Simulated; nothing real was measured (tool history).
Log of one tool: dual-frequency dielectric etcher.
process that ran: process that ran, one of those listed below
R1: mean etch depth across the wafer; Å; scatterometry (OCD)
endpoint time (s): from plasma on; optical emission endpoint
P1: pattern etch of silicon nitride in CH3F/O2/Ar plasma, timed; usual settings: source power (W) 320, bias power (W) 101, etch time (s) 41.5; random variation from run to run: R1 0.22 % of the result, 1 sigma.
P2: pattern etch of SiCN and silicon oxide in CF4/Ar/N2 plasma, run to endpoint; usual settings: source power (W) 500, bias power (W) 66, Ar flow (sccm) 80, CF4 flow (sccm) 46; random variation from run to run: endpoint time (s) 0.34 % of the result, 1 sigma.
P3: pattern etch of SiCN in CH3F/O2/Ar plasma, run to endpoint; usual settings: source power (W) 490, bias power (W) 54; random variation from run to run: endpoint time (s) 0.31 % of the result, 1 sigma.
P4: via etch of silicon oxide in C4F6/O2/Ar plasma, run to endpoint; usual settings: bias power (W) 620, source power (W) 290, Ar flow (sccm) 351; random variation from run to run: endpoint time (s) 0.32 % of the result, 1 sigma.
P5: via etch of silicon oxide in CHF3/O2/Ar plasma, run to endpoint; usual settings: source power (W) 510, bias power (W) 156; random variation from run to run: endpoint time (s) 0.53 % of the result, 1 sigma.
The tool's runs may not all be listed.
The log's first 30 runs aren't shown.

{"run": 31, "hour": 223.2, "process that ran": "P5", "source power (W)": 510, "bias power (W)": 156, "endpoint time (s)": 301.48}
{"run": 32, "hour": 228.1, "process that ran": "P1", "source power (W)": 320, "bias power (W)": 101, "etch time (s)": 41.5, "R1": 302.21}
{"run": 33, "hour": 234.6, "process that ran": "P1", "source power (W)": 320, "bias power (W)": 101, "etch time (s)": 41.5, "R1": 305.05}
{"run": 34, "hour": 241.6, "process that ran": "P1", "source power (W)": 320, "bias power (W)": 101, "etch time (s)": 41.5, "R1": 305.1}
{"run": 35, "hour": 248.6, "process that ran": "P1", "source power (W)": 320, "bias power (W)": 101, "etch time (s)": 41.5, "R1": 305.68}
{"hour": 254.2, "done": "wet clean of the chamber"}
{"run": 36, "hour": 254.7, "process that ran": "P1", "source power (W)": 320, "bias power (W)": 101, "etch time (s)": 41.5, "R1": 305.52}
{"run": 37, "hour": 259.4, "process that ran": "P1", "source power (W)": 320, "bias power (W)": 101, "etch time (s)": 41.5, "R1": 307.6}
{"run": 38, "hour": 267.7, "process that ran": "P1", "source power (W)": 320, "bias power (W)": 101, "etch time (s)": 41.5, "R1": 306.64}
{"run": 39, "hour": 272.7, "process that ran": "P1", "source power (W)": 320, "bias power (W)": 101, "etch time (s)": 41.5, "R1": 306.23}

The next listed run, before its measurement:
{"run": 40, "hour": 279.9, "process that ran": "P1", "source power (W)": 320, "bias power (W)": 101, "etch time (s)": 41.5, "R1": "?"}

Run 40 gave R1 307.27 Å.
